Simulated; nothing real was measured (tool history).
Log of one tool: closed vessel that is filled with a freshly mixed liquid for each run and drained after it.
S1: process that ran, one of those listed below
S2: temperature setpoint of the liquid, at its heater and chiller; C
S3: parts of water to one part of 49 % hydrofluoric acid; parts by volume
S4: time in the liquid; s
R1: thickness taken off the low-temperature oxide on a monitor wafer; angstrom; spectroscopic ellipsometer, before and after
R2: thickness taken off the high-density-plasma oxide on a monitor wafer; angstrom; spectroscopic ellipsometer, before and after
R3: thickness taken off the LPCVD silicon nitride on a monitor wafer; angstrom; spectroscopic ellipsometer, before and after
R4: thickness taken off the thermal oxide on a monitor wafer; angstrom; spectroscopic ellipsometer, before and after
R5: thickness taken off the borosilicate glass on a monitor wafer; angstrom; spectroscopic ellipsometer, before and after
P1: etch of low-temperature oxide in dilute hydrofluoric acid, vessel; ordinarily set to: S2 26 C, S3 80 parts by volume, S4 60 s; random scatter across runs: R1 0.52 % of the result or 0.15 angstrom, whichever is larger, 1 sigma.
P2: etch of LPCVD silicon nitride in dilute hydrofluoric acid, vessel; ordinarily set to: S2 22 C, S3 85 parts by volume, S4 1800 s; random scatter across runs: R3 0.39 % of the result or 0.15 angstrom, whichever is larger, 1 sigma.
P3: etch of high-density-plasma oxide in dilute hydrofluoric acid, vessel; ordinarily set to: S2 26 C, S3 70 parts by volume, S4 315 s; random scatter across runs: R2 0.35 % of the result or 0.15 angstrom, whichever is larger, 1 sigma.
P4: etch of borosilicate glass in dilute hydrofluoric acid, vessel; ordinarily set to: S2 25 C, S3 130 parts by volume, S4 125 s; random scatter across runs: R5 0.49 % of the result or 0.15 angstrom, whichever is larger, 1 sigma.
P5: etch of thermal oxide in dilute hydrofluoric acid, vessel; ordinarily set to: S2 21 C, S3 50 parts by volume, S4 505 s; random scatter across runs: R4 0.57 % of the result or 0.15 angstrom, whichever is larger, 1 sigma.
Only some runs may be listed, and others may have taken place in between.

Run 1, day 0.408: S1 P1, S2 26 C, S3 80 parts by volume, S4 60 s. Result: R1 237.31 angstrom.
Run 2, day 1.038: S1 P1, S2 26 C, S3 80 parts by volume, S4 90 s. Result: R1 356.28 angstrom.
Run 3, day 1.412: S1 P3, S2 26 C, S3 70 parts by volume, S4 315 s. Result: R2 258.59 angstrom.
Run 4, day 2.038: S1 P1, S2 18.5 C, S3 80 parts by volume, S4 60 s. Result: R1 174.47 angstrom.
Run 5, day 2.662: S1 P3, S2 26 C, S3 125 parts by volume, S4 315 s. Result: R2 134.96 angstrom.
Run 6, day 3.096: S1 P1, S2 26 C, S3 80 parts by volume, S4 60 s. Result: R1 236.08 angstrom.
Run 7, day 3.842: S1 P2, S2 22 C, S3 85 parts by volume, S4 1800 s. Result: R3 90.931 angstrom.
Run 8, day 4.408: S1 P5, S2 21 C, S3 50 parts by volume, S4 505 s. Result: R4 445.93 angstrom.
Run 9, day 4.929: S1 P1, S2 26 C, S3 135 parts by volume, S4 60 s. Result: R1 131.87 angstrom.
Run 10, day 5.312: S1 P5, S2 21 C, S3 75 parts by volume, S4 505 s. Result: R4 289.48 angstrom.
Run 11, day 5.838: S1 P3, S2 20.5 C, S3 70 parts by volume, S4 315 s. Result: R2 206.09 angstrom.
Run 12, day 6.346: S1 P2, S2 22 C, S3 30 parts by volume, S4 1800 s. Result: R3 251.7 angstrom.
Run 13, day 6.958: S1 P1, S2 32 C, S3 80 parts by volume, S4 60 s. Result: R1 295.06 angstrom.
Run 14, day 7.292: S1 P4, S2 25 C, S3 70 parts by volume, S4 125 s. Result: R5 770.19 angstrom.
Run 15, day 7.971: S1 P4, S2 30.5 C, S3 130 parts by volume, S4 125 s. Result: R5 475.24 angstrom.
Run 16, day 8.583: S1 P4, S2 25 C, S3 130 parts by volume, S4 125 s. Result: R5 382.65 angstrom.
Run 17, day 9.308: S1 P3, S2 26 C, S3 70 parts by volume, S4 515 s. Result: R2 419.09 angstrom.
Run 18, day 9.925: S1 P1, S2 26 C, S3 80 parts by volume, S4 60 s. Result: R1 235.61 angstrom.
Run 19, day 10.654: S1 P4, S2 25 C, S3 130 parts by volume, S4 230 s. Result: R5 709.51 angstrom.
Run 20, day 10.996: S1 P5, S2 21 C, S3 50 parts by volume, S4 30 s. Result: R4 26.467 angstrom.
Run 21, day 11.488: S1 P1, S2 26 C, S3 80 parts by volume, S4 60 s. Result: R1 237.59 angstrom.
Run 22, day 12.029: S1 P1, S2 31 C, S3 80 parts by volume, S4 90 s. Result: R1 430.2 angstrom.
Run 23, day 12.55: S1 P1, S2 26 C, S3 50 parts by volume, S4 60 s. Result: R1 392.88 angstrom.
Run 24, day 13.179: S1 P2, S2 26.5 C, S3 85 parts by volume, S4 1800 s. Result: R3 122.57 angstrom.
Run 25, day 13.521: S1 P5, S2 27.5 C, S3 50 parts by volume, S4 505 s. Result: R4 589.4 angstrom.
Run 26, day 14.212: S1 P1, S2 26 C, S3 80 parts by volume, S4 30 s. Result: R1 117.35 angstrom.
Run 27, day 14.646: S1 P2, S2 22 C, S3 85 parts by volume, S4 2895 s. Result: R3 145.98 angstrom.
Run 28, day 15.279: S1 P2, S2 22 C, S3 85 parts by volume, S4 1800 s. Result: R3 91.282 angstrom.
Run 29, day 15.85: S1 P1, S2 26 C, S3 80 parts by volume, S4 60 s. Result: R1 237.54 angstrom.
Run 30, day 16.275: S1 P1, S2 26 C, S3 80 parts by volume, S4 60 s. Result: R1 238.32 angstrom.
Run 31, day 16.767: S1 P1, S2 26 C, S3 80 parts by volume, S4 60 s. Result: R1 232.35 angstrom.
Run 32, day 17.329: S1 P1, S2 26 C, S3 80 parts by volume, S4 60 s. Result: R1 227.48 angstrom.
Run 33, day 17.854: S1 P1, S2 26 C, S3 80 parts by volume, S4 60 s. Result: R1 223.57 angstrom.
Run 34, day 18.433: S1 P1, S2 26 C, S3 80 parts by volume, S4 60 s. Result: R1 220.97 angstrom.
Run 35, day 18.954: S1 P1, S2 26 C, S3 80 parts by volume, S4 60 s. Result: R1 223.24 angstrom.
Run 36, day 19.4: S1 P1, S2 26 C, S3 80 parts by volume, S4 60 s. Result: R1 220.43 angstrom.
Run 37, day 20.088: S1 P1, S2 26 C, S3 80 parts by volume, S4 60 s. Result: R1 219.03 angstrom.
Run 38, day 20.642: S1 P1, S2 26 C, S3 80 parts by volume, S4 60 s. Result: R1 218 angstrom.
Run 39, day 21.325: S1 P1, S2 26 C, S3 80 parts by volume, S4 60 s. Result: R1 217.86 angstrom.
Run 40, day 22.062: S1 P1, S2 26 C, S3 80 parts by volume, S4 60 s. Result: R1 218.63 angstrom.

Forecast run 41:
Run 41, day 22.596: S1 P1, S2 26 C, S3 80 parts by volume, S4 60 s. Result: R1 ?.

{"run 41": {"R1": 215.62}}

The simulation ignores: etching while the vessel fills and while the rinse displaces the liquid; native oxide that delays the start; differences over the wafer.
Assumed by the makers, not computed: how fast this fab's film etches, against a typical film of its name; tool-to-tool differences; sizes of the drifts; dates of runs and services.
